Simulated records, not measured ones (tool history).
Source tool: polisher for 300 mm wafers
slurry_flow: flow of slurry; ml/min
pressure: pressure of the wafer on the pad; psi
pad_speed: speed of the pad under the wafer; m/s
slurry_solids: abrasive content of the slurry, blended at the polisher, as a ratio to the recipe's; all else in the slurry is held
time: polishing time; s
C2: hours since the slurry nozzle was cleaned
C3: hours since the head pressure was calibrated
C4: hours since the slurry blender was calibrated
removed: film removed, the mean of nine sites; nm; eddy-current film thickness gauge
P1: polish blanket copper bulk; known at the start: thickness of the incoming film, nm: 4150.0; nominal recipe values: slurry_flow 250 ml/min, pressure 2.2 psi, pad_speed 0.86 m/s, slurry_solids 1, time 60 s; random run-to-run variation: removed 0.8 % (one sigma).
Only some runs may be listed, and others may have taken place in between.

run 1 hour=11.9 | slurry_flow=250 pressure=2.2 pad_speed=0.86 slurry_solids=1 time=60 | wafers_polished_on_this_pad=580 C2=195.9 C3=414.2 C4=121.5 | removed=439.3
run 2 hour=21.9 | slurry_flow=250 pressure=2.9 pad_speed=0.86 slurry_solids=1 time=60 | wafers_polished_on_this_pad=707 C2=205.9 C3=424.2 C4=131.5 | removed=575.18
run 3 hour=31 | slurry_flow=250 pressure=2.2 pad_speed=0.86 slurry_solids=1 time=60 | wafers_polished_on_this_pad=823 C2=215 C3=433.3 C4=140.6 | removed=440.52
run 4 hour=41.1 | slurry_flow=250 pressure=2.2 pad_speed=0.86 slurry_solids=1 time=60 | wafers_polished_on_this_pad=952 C2=225.1 C3=443.4 C4=150.7 | removed=444.45
run 5 hour=47.1 | slurry_flow=250 pressure=2.2 pad_speed=0.86 slurry_solids=0.75 time=60 | wafers_polished_on_this_pad=1028 C2=231.1 C3=449.4 C4=156.7 | removed=415.29
run 6 hour=53.4 | slurry_flow=320 pressure=3.1 pad_speed=0.86 slurry_solids=1 time=60 | wafers_polished_on_this_pad=1109 C2=237.4 C3=455.7 C4=163 | removed=632.19
run 7 hour=64.6 | slurry_flow=365 pressure=2.2 pad_speed=1.12 slurry_solids=1 time=60 | wafers_polished_on_this_pad=1251 C2=248.6 C3=466.9 C4=174.2 | removed=592.08
run 8 hour=73.4 | slurry_flow=250 pressure=2.2 pad_speed=0.86 slurry_solids=1 time=60 | wafers_polished_on_this_pad=1364 C2=257.4 C3=475.7 C4=183 | removed=440.76
run 9 hour=83.9 | slurry_flow=250 pressure=2.2 pad_speed=1.3 slurry_solids=1 time=60 | wafers_polished_on_this_pad=1497 C2=267.9 C3=486.2 C4=193.5 | removed=667.39
run 10 hour=92.8 | slurry_flow=250 pressure=2.2 pad_speed=0.86 slurry_solids=1 time=60 | wafers_polished_on_this_pad=1611 C2=276.8 C3=495.1 C4=202.4 | removed=440.14
-- hour=97.9 worn pad replaced by a new one
run 11 hour=101 | slurry_flow=150 pressure=2.2 pad_speed=0.86 slurry_solids=1 time=60 | wafers_polished_on_this_pad=40 C2=285 C3=503.3 C4=210.6 | removed=413.54
run 12 hour=112.3 | slurry_flow=250 pressure=2.2 pad_speed=0.5 slurry_solids=1 time=60 | wafers_polished_on_this_pad=184 C2=296.3 C3=514.6 C4=221.9 | removed=257.81
run 13 hour=118.9 | slurry_flow=250 pressure=1 pad_speed=0.86 slurry_solids=1 time=60 | wafers_polished_on_this_pad=268 C2=302.9 C3=521.2 C4=228.5 | removed=202.11
-- hour=125.3 slurry nozzle cleaned
run 14 hour=129.2 | slurry_flow=250 pressure=2.2 pad_speed=0.86 slurry_solids=1 time=60 | wafers_polished_on_this_pad=399 C2=4 C3=531.5 C4=238.8 | removed=437.44
run 15 hour=134.6 | slurry_flow=380 pressure=2.2 pad_speed=0.86 slurry_solids=1 time=60 | wafers_polished_on_this_pad=468 C2=9.4 C3=536.9 C4=244.2 | removed=461.23
run 16 hour=140.1 | slurry_flow=250 pressure=2.2 pad_speed=0.86 slurry_solids=1 time=27 | wafers_polished_on_this_pad=538 C2=14.9 C3=542.4 C4=249.7 | removed=196.51
run 17 hour=146.6 | slurry_flow=250 pressure=2.2 pad_speed=0.86 slurry_solids=1.35 time=60 | wafers_polished_on_this_pad=621 C2=21.4 C3=548.9 C4=256.2 | removed=471.18
run 18 hour=158.2 | slurry_flow=150 pressure=2.2 pad_speed=0.86 slurry_solids=1 time=34 | wafers_polished_on_this_pad=769 C2=33 C3=560.5 C4=267.8 | removed=233.51
run 19 hour=165.9 | slurry_flow=250 pressure=2.2 pad_speed=0.86 slurry_solids=1 time=88 | wafers_polished_on_this_pad=867 C2=40.7 C3=568.2 C4=275.5 | removed=645.68
run 20 hour=177.5 | slurry_flow=250 pressure=2.2 pad_speed=0.86 slurry_solids=1 time=60 | wafers_polished_on_this_pad=1015 C2=52.3 C3=579.8 C4=287.1 | removed=446.61
run 21 hour=185.8 | slurry_flow=250 pressure=2.2 pad_speed=0.86 slurry_solids=1 time=60 | wafers_polished_on_this_pad=1121 C2=60.6 C3=588.1 C4=295.4 | removed=435.37
run 22 hour=193.1 | slurry_flow=250 pressure=2.2 pad_speed=0.86 slurry_solids=1 time=60 | wafers_polished_on_this_pad=1214 C2=67.9 C3=595.4 C4=302.7 | removed=430.81
run 23 hour=203.2 | slurry_flow=250 pressure=2.2 pad_speed=0.86 slurry_solids=1 time=60 | wafers_polished_on_this_pad=1343 C2=78 C3=605.5 C4=312.8 | removed=422.05
run 24 hour=209.1 | slurry_flow=250 pressure=2.2 pad_speed=0.86 slurry_solids=1 time=60 | wafers_polished_on_this_pad=1418 C2=83.9 C3=611.4 C4=318.7 | removed=424.95
-- hour=210.3 worn pad replaced by a new one
run 25 hour=216.3 | slurry_flow=250 pressure=2.2 pad_speed=0.86 slurry_solids=1 time=60 | wafers_polished_on_this_pad=76 C2=91.1 C3=618.6 C4=325.9 | removed=425.13
run 26 hour=227.2 | slurry_flow=250 pressure=2.2 pad_speed=0.86 slurry_solids=1 time=60 | wafers_polished_on_this_pad=215 C2=102 C3=629.5 C4=336.8 | removed=417.22
-- hour=234.8 slurry blender recalibrated
run 27 hour=235 | slurry_flow=250 pressure=2.2 pad_speed=0.86 slurry_solids=1 time=60 | wafers_polished_on_this_pad=315 C2=109.8 C3=637.3 C4=0.3 | removed=420.4
run 28 hour=243.1 | slurry_flow=250 pressure=2.2 pad_speed=0.86 slurry_solids=1 time=60 | wafers_polished_on_this_pad=418 C2=117.9 C3=645.4 C4=8.4 | removed=423.33
run 29 hour=248.3 | slurry_flow=250 pressure=2.2 pad_speed=0.86 slurry_solids=1 time=60 | wafers_polished_on_this_pad=484 C2=123.1 C3=650.6 C4=13.6 | removed=417.43
run 30 hour=255.6 | slurry_flow=250 pressure=2.2 pad_speed=0.86 slurry_solids=1 time=60 | wafers_polished_on_this_pad=577 C2=130.4 C3=657.9 C4=20.9 | removed=417.73
run 31 hour=264.3 | slurry_flow=250 pressure=2.2 pad_speed=0.86 slurry_solids=1 time=60 | wafers_polished_on_this_pad=688 C2=139.1 C3=666.6 C4=29.6 | removed=413.16

What P1 gives has crept off from where it sat before. The 2 causes that follow fit the log equally well, each at the size noted:
A: slurry flow missing at the pad, % = 35
B: head's pressure below its setpoint, % = 5.53
The creep began at about hour 177.5.
Why every other cause is out:
removal rate lost through wear of the pad, %: maintenance at hour 210.3, after the shift began, did not return the process to its former output
abrasive missing from the slurry, %: maintenance at hour 234.8, after the shift began, did not return the process to its former output

Below are 4 check runs, each averaged over 3 wafers, with their results shown as question marks. Which of them would give clearly different results depending on which cause is behind the drift?
run check 1 hour=273 | slurry_flow=250 pressure=2.2 pad_speed=0.6 slurry_solids=1 time=60 | removed=?
run check 2 hour=273 | slurry_flow=250 pressure=2.2 pad_speed=0.68 slurry_solids=1 time=60 | removed=?
run check 3 hour=273 | slurry_flow=150 pressure=2.2 pad_speed=0.86 slurry_solids=1 time=60 | removed=?
run check 4 hour=273 | slurry_flow=250 pressure=2.2 pad_speed=0.52 slurry_solids=1 time=60 | removed=?

If the cause were each of the candidates in turn, the checks would give the following:
check=check_1 result=removed if_A=291.08 if_B=291.06
check=check_2 result=removed if_A=329.89 if_B=329.87
check=check_3 result=removed if_A=375.89 if_B=388.93
check=check_4 result=removed if_A=252.27 if_B=252.25
Per check, the gap between the least separated pair of causes, taken in the result that splits them most: check 1 0.01 %; check 2 0.01 %; check 3 3.41 %; check 4 0.01 %
Check 3 distinguishes between the causes, while the remaining checks would return nearly the same result for all of them.

Running check 3 produced the following: removed 386.97 nm. Which one of the listed causes fits?

The correct cause is B, namely: head's pressure below its setpoint, %.
